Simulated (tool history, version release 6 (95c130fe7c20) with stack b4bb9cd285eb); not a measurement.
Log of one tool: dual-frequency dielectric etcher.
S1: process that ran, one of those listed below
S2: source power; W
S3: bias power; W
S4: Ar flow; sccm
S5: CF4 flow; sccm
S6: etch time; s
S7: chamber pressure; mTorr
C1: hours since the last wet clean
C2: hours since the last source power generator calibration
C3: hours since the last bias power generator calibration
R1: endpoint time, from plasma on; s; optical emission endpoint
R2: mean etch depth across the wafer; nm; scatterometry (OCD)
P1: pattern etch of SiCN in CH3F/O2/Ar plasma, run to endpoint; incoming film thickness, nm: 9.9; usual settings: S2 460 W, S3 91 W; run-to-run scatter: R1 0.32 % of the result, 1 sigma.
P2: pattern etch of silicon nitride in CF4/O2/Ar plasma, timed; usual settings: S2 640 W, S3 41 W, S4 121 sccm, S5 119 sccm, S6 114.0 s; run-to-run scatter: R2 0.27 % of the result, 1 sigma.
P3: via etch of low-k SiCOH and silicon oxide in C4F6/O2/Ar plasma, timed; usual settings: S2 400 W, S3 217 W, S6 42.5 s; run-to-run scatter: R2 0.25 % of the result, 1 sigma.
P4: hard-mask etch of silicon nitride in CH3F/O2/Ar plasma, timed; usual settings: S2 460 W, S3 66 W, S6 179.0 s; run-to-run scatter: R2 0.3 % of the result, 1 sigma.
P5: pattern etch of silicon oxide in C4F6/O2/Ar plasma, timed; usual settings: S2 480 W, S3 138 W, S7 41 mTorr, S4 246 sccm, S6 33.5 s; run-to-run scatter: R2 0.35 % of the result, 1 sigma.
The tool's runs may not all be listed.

run	hour	S1	S2	S3	S4	S5	S6	S7	C1	C2	C3	R1	R2
1	3.6	P1	460	91					388.8	1418.1	1956.4	23.032	
2	6.7	P2	640	41	121	119	66.0		391.9	1421.2	1959.5		142.310
3	12.5	P1	460	91					397.7	1427.0	1965.3	23.108	
4	19.2	P2	640	41	121	169	114.0		404.4	1433.7	1972.0		256.790
5	25.0	P2	640	41	93	119	114.0		410.2	1439.5	1977.8		254.410
6	29.9	P1	580	91					415.1	1444.4	1982.7	21.175	
7	35.2	P1	350	91					420.4	1449.7	1988.0	25.448	
8	41.4	P1	460	91					426.6	1455.9	1994.2	22.978	
9	47.1	P5	480	138	246		33.5	41	432.3	1461.6	1999.9		104.590
10	52.6	P1	460	91					437.8	1467.1	2005.4	23.128	
11	56.4	P1	270	56					441.6	1470.9	2009.2	33.398	
12	60.6	P5	480	138	246		18.5	41	445.8	1475.1	2013.4		57.568
13	64.7	P5	480	138	246		33.5	28	449.9	1479.2	2017.5		109.210
14	70.6	P3	400	217			42.5		455.8	1485.1	2023.4		115.080
15	77.4	P5	480	104	246		33.5	41	462.6	1491.9	2030.2		95.854
16	80.9	P3	400	217			42.5		466.1	1495.4	2033.7		115.190
17	87.2	P4	460	66			179.0		472.4	1501.7	2040.0		128.420
18	93.9	P2	640	30	121	119	114.0		479.1	1508.4	2046.7		221.810
19	98.2	P2	780	41	121	119	114.0		483.4	1512.7	2051.0		293.040
20	104.8	P1	460	71					490.0	1519.3	2057.6	25.191	
21	111.0	P5	480	138	318		33.5	41	496.2	1525.5	2063.8		101.080
22	116.9	P3	400	217			58.0		502.1	1531.4	2069.7		156.620
23	122.6	P4	460	66			244.5		507.8	1537.1	2075.4		175.880
24	127.0	P1	460	91					512.2	1541.5	2079.8	23.042	
25	133.9	P1	460	91					519.1	1548.4	2086.7	23.025	
26	140.3	P4	460	66			179.0		525.5	1554.8	2093.1		128.600
27	146.5	P3	400	261			42.5		531.7	1561.0	2099.3		122.970
28	151.9	P2	640	41	121	119	114.0		537.1	1566.4	2104.7		245.480
29	157.4	P1	460	120					542.6	1571.9	2110.2	20.743	
30	162.2	P1	460	91					547.4	1576.7	2115.0	23.073	
31	168.9	P3	300	217			42.5		554.1	1583.4	2121.7		103.250
32	174.3	P4	460	90			179.0		559.5	1588.8	2127.1		143.580
33	180.3	P5	670	138	246		33.5	41	565.5	1594.8	2133.1		119.720
34	185.7	P4	260	66			179.0		570.9	1600.2	2138.5		103.560
35	191.5	P1	460	91					576.7	1606.0	2144.3	23.154	
36	196.0	P1	460	91					581.2	1610.5	2148.8	23.192	
37	202.0	P1	460	91					587.2	1616.5	2154.8	23.263	
38	206.4	P1	460	91					591.6	1620.9	2159.2	23.403	
39	211.8	P1	460	91					597.0	1626.3	2164.6	23.489	
# hour 216.3: wet clean of the chamber
40	217.9	P1	460	91					1.6	1632.4	2170.7	23.371	
41	223.5	P1	460	91					7.2	1638.0	2176.3	23.261	
42	230.0	P1	460	91					13.7	1644.5	2182.8	23.580	
43	234.9	P1	460	91					18.6	1649.4	2187.7	23.328	

What P1 gives has crept away from where it was. These 2 causes fit the log equally well, each at the size given:
A: source power that arrives under what is set, % = 4.52
B: bias power that arrives under what is set, % = 4.59
The creep began at about hour 191.5.
Why every other cause is out:
chamber walls in a state that lowers the etch rate, %: serviced at hour 216.3, which brought nothing back

4 check runs are offered, one wafer each, their results left as question marks. Which one tells the causes apart?
check 1	239.8	P4	290	66			179.0						?
check 2	239.8	P3	400	217			55.0						?
check 3	239.8	P2	640	41	121	148	114.0						?
check 4	239.8	P5	670	138	246		26.0	41					?

What each check would give under each cause:
check	result	if A	if B
check 1	R2	105.970	106.120
check 2	R2	146.370	146.730
check 3	R2	242.970	249.080
check 4	R2	91.030	91.512
How far apart the two closest causes lie, in the result that separates them most: check 1 0.14 %; check 2 0.24 %; check 3 2.48 %; check 4 0.53 %
Only check 3 tells the causes apart: in the others they would give nearly the same result.

Then check 3 was run and gave: R2 242.730 nm. Which cause is it?

It is A: source power that arrives under what is set, %.
